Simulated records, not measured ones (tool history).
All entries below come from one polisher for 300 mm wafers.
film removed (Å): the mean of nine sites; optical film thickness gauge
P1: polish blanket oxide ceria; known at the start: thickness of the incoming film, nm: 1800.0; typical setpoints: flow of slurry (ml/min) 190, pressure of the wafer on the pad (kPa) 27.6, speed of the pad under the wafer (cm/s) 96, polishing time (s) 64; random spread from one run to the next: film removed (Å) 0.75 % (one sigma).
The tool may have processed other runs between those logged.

| run | hour | flow of slurry (ml/min) | pressure of the wafer on the pad (kPa) | speed of the pad under the wafer (cm/s) | polishing time (s) | wafers polished on this pad | hours since the slurry nozzle was cleaned | hours since the head pressure was calibrated | film removed (Å) |
|---|---|---|---|---|---|---|---|---|---|
| 1 | 3.2 | 190 | 27.6 | 96 | 64 | 547 | 245.5 | 317.3 | 3059.5 |
| 2 | 8.4 | 190 | 27.6 | 96 | 64 | 611 | 250.7 | 322.5 | 3089.1 |
| 3 | 14.3 | 190 | 27.6 | 96 | 64 | 684 | 256.6 | 328.4 | 3015.9 |
| 4 | 19.2 | 190 | 27.6 | 122 | 42 | 745 | 261.5 | 333.3 | 2504.7 |
| 5 | 25.2 | 190 | 27.6 | 66 | 64 | 819 | 267.5 | 339.3 | 2077.9 |
|  | 29.6 | head pressure recalibrated |
| 6 | 30.8 | 115 | 27.6 | 96 | 64 | 888 | 273.1 | 1.3 | 2817.0 |
| 7 | 34.0 | 190 | 27.6 | 96 | 64 | 927 | 276.3 | 4.5 | 3084.9 |
| 8 | 39.6 | 190 | 27.6 | 96 | 64 | 996 | 281.9 | 10.1 | 3071.0 |
| 9 | 44.5 | 115 | 37.2 | 96 | 64 | 1057 | 286.8 | 15.0 | 3831.2 |
| 10 | 48.6 | 270 | 27.6 | 96 | 83 | 1107 | 290.9 | 19.1 | 4111.6 |
| 11 | 52.0 | 190 | 27.6 | 142 | 64 | 1149 | 294.3 | 22.5 | 4511.9 |
| 12 | 54.7 | 260 | 27.6 | 96 | 64 | 1183 | 297.0 | 25.2 | 3162.8 |
| 13 | 60.6 | 190 | 27.6 | 96 | 43 | 1255 | 302.9 | 31.1 | 2061.4 |
| 14 | 63.8 | 190 | 27.6 | 96 | 91 | 1295 | 306.1 | 34.3 | 4323.0 |
| 15 | 69.2 | 190 | 17.9 | 96 | 64 | 1361 | 311.5 | 39.7 | 1990.6 |
| 16 | 73.4 | 190 | 42.7 | 96 | 64 | 1413 | 315.7 | 43.9 | 4754.1 |
| 17 | 77.7 | 190 | 27.6 | 96 | 64 | 1466 | 320.0 | 48.2 | 3063.0 |
| 18 | 83.0 | 190 | 27.6 | 96 | 64 | 1532 | 325.3 | 53.5 | 3027.1 |
| 19 | 88.8 | 190 | 27.6 | 96 | 64 | 1603 | 331.1 | 59.3 | 2933.9 |
| 20 | 92.7 | 190 | 27.6 | 96 | 64 | 1651 | 335.0 | 63.2 | 2910.3 |
| 21 | 96.8 | 190 | 27.6 | 96 | 64 | 1702 | 339.1 | 67.3 | 2915.6 |
| 22 | 101.4 | 190 | 27.6 | 96 | 64 | 1759 | 343.7 | 71.9 | 2879.5 |
|  | 104.4 | worn pad replaced by a new one |
| 23 | 104.5 | 190 | 27.6 | 96 | 64 | 2 | 346.8 | 75.0 | 2916.2 |
| 24 | 110.4 | 190 | 27.6 | 96 | 64 | 75 | 352.7 | 80.9 | 2868.8 |
| 25 | 113.2 | 190 | 27.6 | 96 | 64 | 109 | 355.5 | 83.7 | 2869.9 |
| 26 | 119.1 | 190 | 27.6 | 96 | 64 | 182 | 361.4 | 89.6 | 2890.5 |
| 27 | 121.9 | 190 | 27.6 | 96 | 64 | 216 | 364.2 | 92.4 | 2825.4 |
| 28 | 127.7 | 190 | 27.6 | 96 | 64 | 288 | 370.0 | 98.2 | 2845.5 |

The output of P1 has drifted from where it used to be. Each of the 2 causes below, taken at the size shown beside it, accounts for the log equally well:
A: slurry flow missing at the pad, % = 33.3
B: head's pressure below its setpoint, % = 6.55
The drift started at roughly hour 77.7.
The rest of the possible causes, and what rules out each one:
removal rate lost through wear of the pad, %: work on it at hour 104.4, done after the drift set in, did not restore what the process gave before

The 4 check runs listed below each average the results of 2 wafers, and their outcomes are marked with question marks. Under which run would the listed causes produce clearly different results?
| check 1 | 133.5 | 190 | 33.8 | 96 | 49 |  |  |  | ? |
| check 2 | 133.5 | 190 | 41.4 | 116 | 64 |  |  |  | ? |
| check 3 | 133.5 | 115 | 27.6 | 66 | 64 |  |  |  | ? |
| check 4 | 133.5 | 190 | 35.2 | 140 | 64 |  |  |  | ? |

Expected result of each check under each candidate cause:
| check | result | if A | if B |
|---|---|---|---|
| check 1 | film removed (Å) | 2678.0 | 2677.7 |
| check 2 | film removed (Å) | 5175.4 | 5174.7 |
| check 3 | film removed (Å) | 1729.7 | 1797.6 |
| check 4 | film removed (Å) | 5309.2 | 5308.5 |
Per check, the gap between the least separated pair of causes, taken in the result that splits them most: check 1 0.01 %; check 2 0.01 %; check 3 3.85 %; check 4 0.01 %
Only check 3 tells the causes apart: in the others they would give nearly the same result.

Check 3 was carried out, with these results: film removed (Å) 1744.7. Which of the listed causes is responsible?

The cause is A: slurry flow missing at the pad, %.
